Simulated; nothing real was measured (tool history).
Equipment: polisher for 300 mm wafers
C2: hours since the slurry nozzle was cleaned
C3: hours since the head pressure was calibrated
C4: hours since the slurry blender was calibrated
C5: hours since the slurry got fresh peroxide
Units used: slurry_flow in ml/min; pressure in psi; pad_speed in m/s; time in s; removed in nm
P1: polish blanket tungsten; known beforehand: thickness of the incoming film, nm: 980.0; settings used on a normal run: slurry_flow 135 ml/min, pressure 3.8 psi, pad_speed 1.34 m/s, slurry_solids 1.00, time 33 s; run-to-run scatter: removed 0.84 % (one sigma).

Run 1, hour 12.9: slurry_flow 135 ml/min, pressure 3.8 psi, pad_speed 1.34 m/s, slurry_solids 1.00, time 33 s; wafers polished on this pad 603; C2 159.2; C3 776.3; C4 32.7; C5 76.4. Result: removed 174.710 nm.
Run 2, hour 21.0: slurry_flow 135 ml/min, pressure 3.8 psi, pad_speed 1.34 m/s, slurry_solids 1.40, time 33 s; wafers polished on this pad 732; C2 167.3; C3 784.4; C4 40.8; C5 84.5. Result: removed 193.370 nm.
At hour 31.5: slurry tank refilled with fresh slurry and peroxide.
Run 3, hour 39.3: slurry_flow 135 ml/min, pressure 3.8 psi, pad_speed 1.34 m/s, slurry_solids 1.00, time 33 s; wafers polished on this pad 1024; C2 185.6; C3 802.7; C4 59.1; C5 7.8. Result: removed 178.230 nm.
Run 4, hour 53.6: slurry_flow 195 ml/min, pressure 3.8 psi, pad_speed 1.34 m/s, slurry_solids 1.00, time 33 s; wafers polished on this pad 1252; C2 199.9; C3 817.0; C4 73.4; C5 22.1. Result: removed 186.920 nm.
Run 5, hour 71.6: slurry_flow 135 ml/min, pressure 1.7 psi, pad_speed 1.34 m/s, slurry_solids 1.00, time 33 s; wafers polished on this pad 1540; C2 217.9; C3 835.0; C4 91.4; C5 40.1. Result: removed 78.784 nm.
Run 6, hour 81.8: slurry_flow 135 ml/min, pressure 3.8 psi, pad_speed 1.34 m/s, slurry_solids 1.00, time 33 s; wafers polished on this pad 1702; C2 228.1; C3 845.2; C4 101.6; C5 50.3. Result: removed 175.740 nm.
Run 7, hour 96.1: slurry_flow 135 ml/min, pressure 3.8 psi, pad_speed 1.34 m/s, slurry_solids 0.55, time 50 s; wafers polished on this pad 1931; C2 242.4; C3 859.5; C4 115.9; C5 64.6. Result: removed 232.840 nm.
Run 8, hour 109.6: slurry_flow 135 ml/min, pressure 3.8 psi, pad_speed 2.00 m/s, slurry_solids 1.00, time 33 s; wafers polished on this pad 2146; C2 255.9; C3 873.0; C4 129.4; C5 78.1. Result: removed 263.850 nm.
Run 9, hour 120.5: slurry_flow 135 ml/min, pressure 3.8 psi, pad_speed 1.34 m/s, slurry_solids 1.00, time 33 s; wafers polished on this pad 2320; C2 266.8; C3 883.9; C4 140.3; C5 89.0. Result: removed 176.910 nm.
At hour 128.9: slurry nozzle cleaned.
Run 10, hour 134.9: slurry_flow 80 ml/min, pressure 3.8 psi, pad_speed 1.34 m/s, slurry_solids 1.00, time 33 s; wafers polished on this pad 2550; C2 6.0; C3 898.3; C4 154.7; C5 103.4. Result: removed 155.300 nm.
Run 11, hour 144.0: slurry_flow 135 ml/min, pressure 3.8 psi, pad_speed 1.34 m/s, slurry_solids 1.00, time 22 s; wafers polished on this pad 2695; C2 15.1; C3 907.4; C4 163.8; C5 112.5. Result: removed 115.790 nm.
Run 12, hour 161.4: slurry_flow 135 ml/min, pressure 6.0 psi, pad_speed 1.34 m/s, slurry_solids 1.00, time 33 s; wafers polished on this pad 2973; C2 32.5; C3 924.8; C4 181.2; C5 129.9. Result: removed 279.680 nm.
Run 13, hour 172.7: slurry_flow 135 ml/min, pressure 3.8 psi, pad_speed 1.34 m/s, slurry_solids 0.50, time 33 s; wafers polished on this pad 3153; C2 43.8; C3 936.1; C4 192.5; C5 141.2. Result: removed 150.650 nm.
Run 14, hour 182.5: slurry_flow 135 ml/min, pressure 3.8 psi, pad_speed 1.34 m/s, slurry_solids 1.00, time 46 s; wafers polished on this pad 3309; C2 53.6; C3 945.9; C4 202.3; C5 151.0. Result: removed 246.450 nm.
Run 15, hour 200.6: slurry_flow 135 ml/min, pressure 3.8 psi, pad_speed 1.34 m/s, slurry_solids 1.00, time 33 s; wafers polished on this pad 3598; C2 71.7; C3 964.0; C4 220.4; C5 169.1. Result: removed 174.590 nm.
Run 16, hour 216.4: slurry_flow 180 ml/min, pressure 3.8 psi, pad_speed 1.34 m/s, slurry_solids 0.65, time 33 s; wafers polished on this pad 3851; C2 87.5; C3 979.8; C4 236.2; C5 184.9. Result: removed 166.650 nm.
Run 17, hour 229.1: slurry_flow 135 ml/min, pressure 3.8 psi, pad_speed 1.00 m/s, slurry_solids 1.00, time 33 s; wafers polished on this pad 4053; C2 100.2; C3 992.5; C4 248.9; C5 197.6. Result: removed 130.390 nm.
Run 18, hour 247.3: slurry_flow 135 ml/min, pressure 3.8 psi, pad_speed 1.34 m/s, slurry_solids 1.00, time 33 s; wafers polished on this pad 4344; C2 118.4; C3 1010.7; C4 267.1; C5 215.8. Result: removed 175.310 nm.
Run 19, hour 257.1: slurry_flow 135 ml/min, pressure 3.8 psi, pad_speed 1.34 m/s, slurry_solids 1.00, time 33 s; wafers polished on this pad 4500; C2 128.2; C3 1020.5; C4 276.9; C5 225.6. Result: removed 172.450 nm.
Run 20, hour 270.9: slurry_flow 135 ml/min, pressure 3.8 psi, pad_speed 1.34 m/s, slurry_solids 1.00, time 33 s; wafers polished on this pad 4720; C2 142.0; C3 1034.3; C4 290.7; C5 239.4. Result: removed 167.690 nm.
Run 21, hour 283.8: slurry_flow 135 ml/min, pressure 3.8 psi, pad_speed 1.34 m/s, slurry_solids 1.00, time 33 s; wafers polished on this pad 4926; C2 154.9; C3 1047.2; C4 303.6; C5 252.3. Result: removed 163.840 nm.
Run 22, hour 296.4: slurry_flow 135 ml/min, pressure 3.8 psi, pad_speed 1.34 m/s, slurry_solids 1.00, time 33 s; wafers polished on this pad 5127; C2 167.5; C3 1059.8; C4 316.2; C5 264.9. Result: removed 163.620 nm.
Run 23, hour 311.9: slurry_flow 135 ml/min, pressure 3.8 psi, pad_speed 1.34 m/s, slurry_solids 1.00, time 33 s; wafers polished on this pad 5375; C2 183.0; C3 1075.3; C4 331.7; C5 280.4. Result: removed 161.800 nm.
At hour 321.7: slurry blender recalibrated.
At hour 323.9: worn pad replaced by a new one.
At hour 324.5: head pressure recalibrated.
Run 24, hour 324.5: slurry_flow 135 ml/min, pressure 3.8 psi, pad_speed 1.34 m/s, slurry_solids 1.00, time 33 s; wafers polished on this pad 10; C2 195.6; C3 0.0; C4 2.9; C5 293.0. Result: removed 160.220 nm.
Run 25, hour 340.9: slurry_flow 135 ml/min, pressure 3.8 psi, pad_speed 1.34 m/s, slurry_solids 1.00, time 33 s; wafers polished on this pad 272; C2 212.0; C3 16.4; C4 19.3; C5 309.4. Result: removed 159.040 nm.
Run 26, hour 358.5: slurry_flow 135 ml/min, pressure 3.8 psi, pad_speed 1.34 m/s, slurry_solids 1.00, time 33 s; wafers polished on this pad 553; C2 229.6; C3 34.0; C4 36.9; C5 327.0. Result: removed 156.910 nm.
Run 27, hour 373.1: slurry_flow 135 ml/min, pressure 3.8 psi, pad_speed 1.34 m/s, slurry_solids 1.00, time 33 s; wafers polished on this pad 786; C2 244.2; C3 48.6; C4 51.5; C5 341.6. Result: removed 157.980 nm.
Run 28, hour 386.7: slurry_flow 135 ml/min, pressure 3.8 psi, pad_speed 1.34 m/s, slurry_solids 1.00, time 33 s; wafers polished on this pad 1003; C2 257.8; C3 62.2; C4 65.1; C5 355.2. Result: removed 157.330 nm.
Run 29, hour 395.6: slurry_flow 135 ml/min, pressure 3.8 psi, pad_speed 1.34 m/s, slurry_solids 1.00, time 33 s; wafers polished on this pad 1145; C2 266.7; C3 71.1; C4 74.0; C5 364.1. Result: removed 157.340 nm.

The log shows P1 creeping away from where it was. Any of the 2 causes listed here, at the size stated for it, fits the log just as well as the others:
A: peroxide lost from the slurry, % = 25.4
B: slurry flow missing at the pad, % = 38.5
The creep began at about hour 247.3.
Excluded causes, each with its reason:
removal rate lost through wear of the pad, %: serviced at hour 323.9, which brought nothing back
head's pressure below its setpoint, %: serviced at hour 324.5, which brought nothing back
abrasive missing from the slurry, %: serviced at hour 321.7, which brought nothing back

4 check runs are offered, each on 5 wafers whose results are averaged, their results left as question marks. Which one tells the causes apart?
Run check 1, hour 404.5: slurry_flow 135 ml/min, pressure 3.8 psi, pad_speed 1.34 m/s, slurry_solids 0.55, time 23 s. Result: removed ?.
Run check 2, hour 404.5: slurry_flow 105 ml/min, pressure 3.8 psi, pad_speed 1.34 m/s, slurry_solids 1.40, time 33 s. Result: removed ?.
Run check 3, hour 404.5: slurry_flow 135 ml/min, pressure 3.8 psi, pad_speed 2.00 m/s, slurry_solids 1.00, time 44 s. Result: removed ?.
Run check 4, hour 404.5: slurry_flow 135 ml/min, pressure 4.7 psi, pad_speed 1.68 m/s, slurry_solids 1.00, time 33 s. Result: removed ?.

What each check would give under each cause:
  check   result     if A     if B
check 1  removed   95.023   95.005
check 2  removed  160.720  156.200
check 3  removed  311.220  311.160
check 4  removed  242.500  242.460
How far apart the two closest causes lie, in the result that separates them most: check 1 0.02 %; check 2 2.85 %; check 3 0.02 %; check 4 0.02 %
The other checks would show nearly matching results whichever cause is true, so check 2 is the only one that separates the causes.

Check 2 has now been run. It gave: removed 155.110 nm. Which of the candidate causes is it?

B is the cause: slurry flow missing at the pad, %.
